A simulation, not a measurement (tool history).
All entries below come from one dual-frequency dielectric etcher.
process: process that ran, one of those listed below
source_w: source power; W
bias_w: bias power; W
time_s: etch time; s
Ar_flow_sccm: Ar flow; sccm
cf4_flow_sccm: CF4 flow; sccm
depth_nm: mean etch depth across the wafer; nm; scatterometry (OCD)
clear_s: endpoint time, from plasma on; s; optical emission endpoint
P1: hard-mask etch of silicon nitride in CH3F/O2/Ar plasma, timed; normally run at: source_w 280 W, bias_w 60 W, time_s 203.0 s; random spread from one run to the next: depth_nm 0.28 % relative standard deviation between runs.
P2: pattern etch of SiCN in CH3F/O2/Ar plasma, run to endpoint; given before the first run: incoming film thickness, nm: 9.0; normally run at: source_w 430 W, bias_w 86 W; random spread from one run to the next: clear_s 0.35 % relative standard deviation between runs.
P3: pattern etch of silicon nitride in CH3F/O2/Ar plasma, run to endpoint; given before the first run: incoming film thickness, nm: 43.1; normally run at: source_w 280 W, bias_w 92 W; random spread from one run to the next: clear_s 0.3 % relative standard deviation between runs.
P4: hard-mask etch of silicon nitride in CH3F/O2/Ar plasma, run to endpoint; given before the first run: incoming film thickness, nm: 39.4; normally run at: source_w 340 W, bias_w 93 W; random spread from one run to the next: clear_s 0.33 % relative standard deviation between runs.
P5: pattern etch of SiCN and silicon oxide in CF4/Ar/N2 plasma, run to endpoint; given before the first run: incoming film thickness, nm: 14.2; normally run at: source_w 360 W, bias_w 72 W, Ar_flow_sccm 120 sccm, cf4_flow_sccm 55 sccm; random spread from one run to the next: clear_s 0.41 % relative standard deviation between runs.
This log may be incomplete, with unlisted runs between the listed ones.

run,hour,process,source_w,bias_w,time_s,Ar_flow_sccm,cf4_flow_sccm,depth_nm,clear_s
1,8.1,P1,280,60,203.0,,,119.010,
2,15.9,P5,280,72,,120,55,,25.739
3,23.1,P1,280,42,203.0,,,106.820,
4,30.7,P2,430,117,,,,,19.473
5,42.4,P1,180,60,203.0,,,101.070,
6,51.2,P5,360,43,,120,55,,24.762
7,58.0,P1,280,60,143.5,,,84.259,
8,71.2,P5,360,72,,120,71,,19.821
9,79.5,P1,280,60,203.0,,,119.420,
10,93.0,P2,280,86,,,,,25.653
11,106.4,P5,360,72,,120,55,,20.766
12,119.8,P1,280,60,203.0,,,119.620,
13,131.4,P1,220,60,253.5,,,135.880,
14,142.4,P4,340,93,,,,,55.772
15,150.2,P5,360,72,,164,55,,21.777
16,156.8,P4,340,62,,,,,63.971
17,167.2,P3,280,92,,,,,64.313
# hour 170.0: wet clean of the chamber
18,173.6,P2,430,86,,,,,21.685
19,185.3,P1,280,81,203.0,,,132.140,
20,192.4,P1,280,60,249.5,,,147.320,
21,202.5,P3,280,92,,,,,64.300
22,213.1,P2,430,86,,,,,21.947
23,225.9,P1,280,60,203.0,,,119.230,
24,232.5,P4,340,93,,,,,55.662
25,238.6,P4,430,93,,,,,50.823
26,247.1,P3,180,92,,,,,75.679
27,260.0,P3,280,125,,,,,57.423
28,273.1,P1,280,60,203.0,,,119.710,
29,285.8,P1,340,60,203.0,,,128.880,
30,298.7,P1,280,60,203.0,,,120.080,
31,310.6,P1,280,60,203.0,,,120.720,
32,318.5,P1,280,60,203.0,,,120.430,
33,324.4,P1,280,60,203.0,,,120.580,

What will run 34 give?
34,330.7,P1,280,60,203.0,,,?,

{"run 34": {"depth_nm": 120.75}}
